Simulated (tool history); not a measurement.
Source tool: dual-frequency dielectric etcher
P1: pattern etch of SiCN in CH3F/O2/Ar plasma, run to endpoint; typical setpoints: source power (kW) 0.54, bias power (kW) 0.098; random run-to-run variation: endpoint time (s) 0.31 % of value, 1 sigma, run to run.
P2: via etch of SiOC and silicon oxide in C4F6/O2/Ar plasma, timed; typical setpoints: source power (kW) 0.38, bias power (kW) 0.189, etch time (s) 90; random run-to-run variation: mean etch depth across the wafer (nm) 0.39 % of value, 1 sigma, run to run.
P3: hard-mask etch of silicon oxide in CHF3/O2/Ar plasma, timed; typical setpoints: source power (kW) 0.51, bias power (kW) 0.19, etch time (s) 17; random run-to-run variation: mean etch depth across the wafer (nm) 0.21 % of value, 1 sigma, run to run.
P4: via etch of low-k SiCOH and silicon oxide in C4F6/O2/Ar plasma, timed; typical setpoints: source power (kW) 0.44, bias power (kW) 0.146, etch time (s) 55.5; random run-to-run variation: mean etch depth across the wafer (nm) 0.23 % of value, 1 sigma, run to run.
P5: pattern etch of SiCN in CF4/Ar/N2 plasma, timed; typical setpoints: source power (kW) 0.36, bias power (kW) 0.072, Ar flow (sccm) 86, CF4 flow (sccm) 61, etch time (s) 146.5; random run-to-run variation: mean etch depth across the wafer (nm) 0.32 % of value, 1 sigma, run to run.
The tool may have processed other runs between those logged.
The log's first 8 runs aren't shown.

run,hour,process that ran,source power (kW),bias power (kW),etch time (s),Ar flow (sccm),CF4 flow (sccm),hours since the last wet clean,hours since the last source power generator calibration,hours since the last bias power generator calibration,endpoint time (s),mean etch depth across the wafer (nm)
9,92.7,P5,0.36,0.072,146.5,86,48,172.9,2950.2,315.1,,100.56
10,104.9,P3,0.51,0.19,17,,,185.1,2962.4,327.3,,33.256
11,115.6,P3,0.51,0.262,17,,,195.8,2973.1,338,,37.263
12,127.5,P2,0.25,0.189,90,,,207.7,2985,349.9,,86.581
13,139,P4,0.44,0.202,55.5,,,219.2,2996.5,361.4,,153.68
14,148,P1,0.54,0.098,,,,228.2,3005.5,370.4,19.321,
15,157.3,P1,0.54,0.098,,,,237.5,3014.8,379.7,19.344,
16,163.3,P2,0.38,0.189,90,,,243.5,3020.8,385.7,,101.42
17,170.3,P1,0.54,0.098,,,,250.5,3027.8,392.7,19.395,
18,182.4,P1,0.76,0.126,,,,262.6,3039.9,404.8,15.585,
19,190.3,P1,0.54,0.131,,,,270.5,3047.8,412.7,17.328,
20,196.3,P4,0.26,0.146,55.5,,,276.5,3053.8,418.7,,113.51
21,205.1,P5,0.48,0.072,146.5,86,61,285.3,3062.6,427.5,,135.11
22,216.8,P2,0.38,0.189,131.5,,,297,3074.3,439.2,,149.03
23,222.9,P5,0.36,0.072,146.5,122,61,303.1,3080.4,445.3,,99.34
24,231.1,P1,0.37,0.133,,,,311.3,3088.6,453.5,19.63,
25,240,P5,0.36,0.072,87.5,86,61,320.2,3097.5,462.4,,62.81
26,247.4,P2,0.38,0.155,90,,,327.6,3104.9,469.8,,94.711
27,259.3,P2,0.38,0.189,90,,,339.5,3116.8,481.7,,102.04
28,269.8,P1,0.54,0.06,,,,350,3127.3,492.2,22.882,
29,282.1,P1,0.43,0.098,,,,362.3,3139.6,504.5,20.992,
30,290.5,P1,0.54,0.098,,,,370.7,3148,512.9,19.369,
31,297.2,P3,0.33,0.19,17,,,377.4,3154.7,519.6,,28.093

The next listed run, before its measurement:
32,306.8,P4,0.44,0.146,55.5,,,387,3164.3,529.2,,?

Logged for run 32: mean etch depth across the wafer (nm) 139.4.

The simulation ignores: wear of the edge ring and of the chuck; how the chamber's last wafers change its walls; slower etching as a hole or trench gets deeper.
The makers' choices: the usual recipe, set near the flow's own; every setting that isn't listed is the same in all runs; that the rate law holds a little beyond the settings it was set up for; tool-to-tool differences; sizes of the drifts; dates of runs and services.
